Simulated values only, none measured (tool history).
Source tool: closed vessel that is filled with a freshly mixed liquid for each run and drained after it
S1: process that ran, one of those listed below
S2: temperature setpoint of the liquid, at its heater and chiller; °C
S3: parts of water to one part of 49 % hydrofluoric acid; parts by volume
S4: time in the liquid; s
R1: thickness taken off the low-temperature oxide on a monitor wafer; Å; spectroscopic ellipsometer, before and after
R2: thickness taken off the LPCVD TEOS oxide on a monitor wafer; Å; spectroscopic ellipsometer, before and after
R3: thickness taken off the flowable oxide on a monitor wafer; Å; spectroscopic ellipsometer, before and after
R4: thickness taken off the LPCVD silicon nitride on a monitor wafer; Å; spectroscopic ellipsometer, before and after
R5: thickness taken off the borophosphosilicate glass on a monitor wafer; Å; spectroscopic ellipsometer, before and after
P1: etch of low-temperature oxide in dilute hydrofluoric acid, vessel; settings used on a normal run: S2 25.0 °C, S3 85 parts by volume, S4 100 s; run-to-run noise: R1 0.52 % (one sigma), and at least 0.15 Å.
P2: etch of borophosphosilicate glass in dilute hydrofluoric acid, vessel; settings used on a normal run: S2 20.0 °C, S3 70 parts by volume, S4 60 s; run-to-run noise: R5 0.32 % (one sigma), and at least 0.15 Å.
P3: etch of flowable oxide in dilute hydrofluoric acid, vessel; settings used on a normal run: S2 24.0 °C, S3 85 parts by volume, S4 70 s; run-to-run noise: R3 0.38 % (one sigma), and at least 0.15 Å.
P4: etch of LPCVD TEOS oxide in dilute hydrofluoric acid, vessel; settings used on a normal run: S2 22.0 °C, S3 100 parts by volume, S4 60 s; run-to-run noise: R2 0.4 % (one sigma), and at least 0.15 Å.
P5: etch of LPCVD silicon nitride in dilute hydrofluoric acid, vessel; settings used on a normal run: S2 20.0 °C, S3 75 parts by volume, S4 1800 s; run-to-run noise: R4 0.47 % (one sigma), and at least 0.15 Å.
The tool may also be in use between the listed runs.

run 1 hour=16.6 | S1=P1 S2=25.0 S3=85 S4=100 | R1=198.680
run 2 hour=30.8 | S1=P4 S2=17.0 S3=100 S4=60 | R2=156.86
run 3 hour=43.1 | S1=P3 S2=24.0 S3=135 S4=70 | R3=191.49
run 4 hour=58.5 | S1=P4 S2=22.0 S3=100 S4=95 | R2=306.36
run 5 hour=74.1 | S1=P5 S2=20.0 S3=20 S4=1800 | R4=302.960
run 6 hour=88.3 | S1=P1 S2=25.0 S3=85 S4=100 | R1=200.150
run 7 hour=102.2 | S1=P2 S2=27.5 S3=70 S4=60 | R5=642.85
run 8 hour=116.5 | S1=P1 S2=25.0 S3=85 S4=100 | R1=199.700
run 9 hour=128.3 | S1=P1 S2=32.5 S3=85 S4=100 | R1=266.090
run 10 hour=139.7 | S1=P2 S2=20.0 S3=70 S4=60 | R5=477.53
run 11 hour=151.6 | S1=P1 S2=25.0 S3=85 S4=145 | R1=291.430
run 12 hour=163.8 | S1=P3 S2=17.0 S3=85 S4=70 | R3=243.63
run 13 hour=176.9 | S1=P1 S2=25.0 S3=85 S4=100 | R1=198.990
run 14 hour=186.9 | S1=P1 S2=19.5 S3=85 S4=100 | R1=158.990
run 15 hour=202.9 | S1=P4 S2=22.0 S3=100 S4=60 | R2=194.79
run 16 hour=216.1 | S1=P2 S2=20.0 S3=115 S4=60 | R5=275.00
run 17 hour=232.8 | S1=P4 S2=22.0 S3=160 S4=60 | R2=112.44
run 18 hour=240.6 | S1=P4 S2=22.0 S3=100 S4=60 | R2=192.05
run 19 hour=250.1 | S1=P1 S2=25.0 S3=85 S4=100 | R1=197.690
run 20 hour=257.6 | S1=P5 S2=20.0 S3=75 S4=1800 | R4=84.788
run 21 hour=266.1 | S1=P3 S2=24.0 S3=85 S4=35 | R3=162.32
run 22 hour=277.0 | S1=P1 S2=25.0 S3=30 S4=100 | R1=611.950
run 23 hour=285.0 | S1=P5 S2=17.0 S3=75 S4=1800 | R4=69.000
run 24 hour=299.7 | S1=P1 S2=25.0 S3=85 S4=100 | R1=199.450
run 25 hour=313.6 | S1=P1 S2=28.5 S3=140 S4=100 | R1=128.730
run 26 hour=325.9 | S1=P1 S2=25.0 S3=85 S4=40 | R1=80.385
run 27 hour=335.6 | S1=P5 S2=20.0 S3=75 S4=2705 | R4=127.190
run 28 hour=351.9 | S1=P3 S2=24.0 S3=85 S4=70 | R3=321.91
run 29 hour=363.5 | S1=P1 S2=25.0 S3=120 S4=100 | R1=135.210
run 30 hour=372.3 | S1=P2 S2=20.0 S3=70 S4=90 | R5=715.18
run 31 hour=383.8 | S1=P1 S2=25.0 S3=85 S4=100 | R1=198.870
run 32 hour=399.9 | S1=P1 S2=25.0 S3=85 S4=100 | R1=195.200
run 33 hour=409.4 | S1=P1 S2=25.0 S3=85 S4=100 | R1=190.200
run 34 hour=420.2 | S1=P1 S2=25.0 S3=85 S4=100 | R1=186.930
run 35 hour=433.9 | S1=P1 S2=25.0 S3=85 S4=100 | R1=186.470
run 36 hour=449.0 | S1=P1 S2=25.0 S3=85 S4=100 | R1=184.700
run 37 hour=460.7 | S1=P1 S2=25.0 S3=85 S4=100 | R1=183.480
run 38 hour=477.4 | S1=P1 S2=25.0 S3=85 S4=100 | R1=182.330
run 39 hour=488.6 | S1=P1 S2=25.0 S3=85 S4=100 | R1=183.350
run 40 hour=504.6 | S1=P1 S2=25.0 S3=85 S4=100 | R1=182.020
run 41 hour=514.2 | S1=P1 S2=25.0 S3=85 S4=100 | R1=181.870

What P1 gives has crept away from where it was. These 2 causes fit the log equally well, each at the size given:
A: hydrofluoric acid flow below the setpoint (%) = 7.91
B: liquid colder than its thermometer reads (K) = 2.29
The gradual shift began around hour 383.8.

Each of the 4 check runs below uses one wafer; its results are left as question marks. Which run tells the causes apart?
run check 1 hour=523.8 | S1=P5 S2=20.0 S3=75 S4=1800 | R4=?
run check 2 hour=523.8 | S1=P3 S2=24.0 S3=85 S4=70 | R3=?
run check 3 hour=523.8 | S1=P2 S2=20.0 S3=70 S4=60 | R5=?
run check 4 hour=523.8 | S1=P4 S2=22.0 S3=100 S4=60 | R2=?

Expected result of each check under each candidate cause:
check=check_1 result=R4 if_A=78.599 if_B=72.666
check=check_2 result=R3 if_A=295.47 if_B=295.13
check=check_3 result=R5 if_A=435.45 if_B=432.20
check=check_4 result=R2 if_A=176.39 if_B=176.22
Distance between the nearest two causes, measured in the result of the check that separates them most: check 1 7.85 %; check 2 0.11 %; check 3 0.75 %; check 4 0.09 %
The other checks would show nearly matching results whichever cause is true, so check 1 is the only one that separates the causes.

Running check 1 produced the following: R4 78.215 Å. Which one of the listed causes fits?

The correct cause is A, namely: hydrofluoric acid flow below the setpoint (%).

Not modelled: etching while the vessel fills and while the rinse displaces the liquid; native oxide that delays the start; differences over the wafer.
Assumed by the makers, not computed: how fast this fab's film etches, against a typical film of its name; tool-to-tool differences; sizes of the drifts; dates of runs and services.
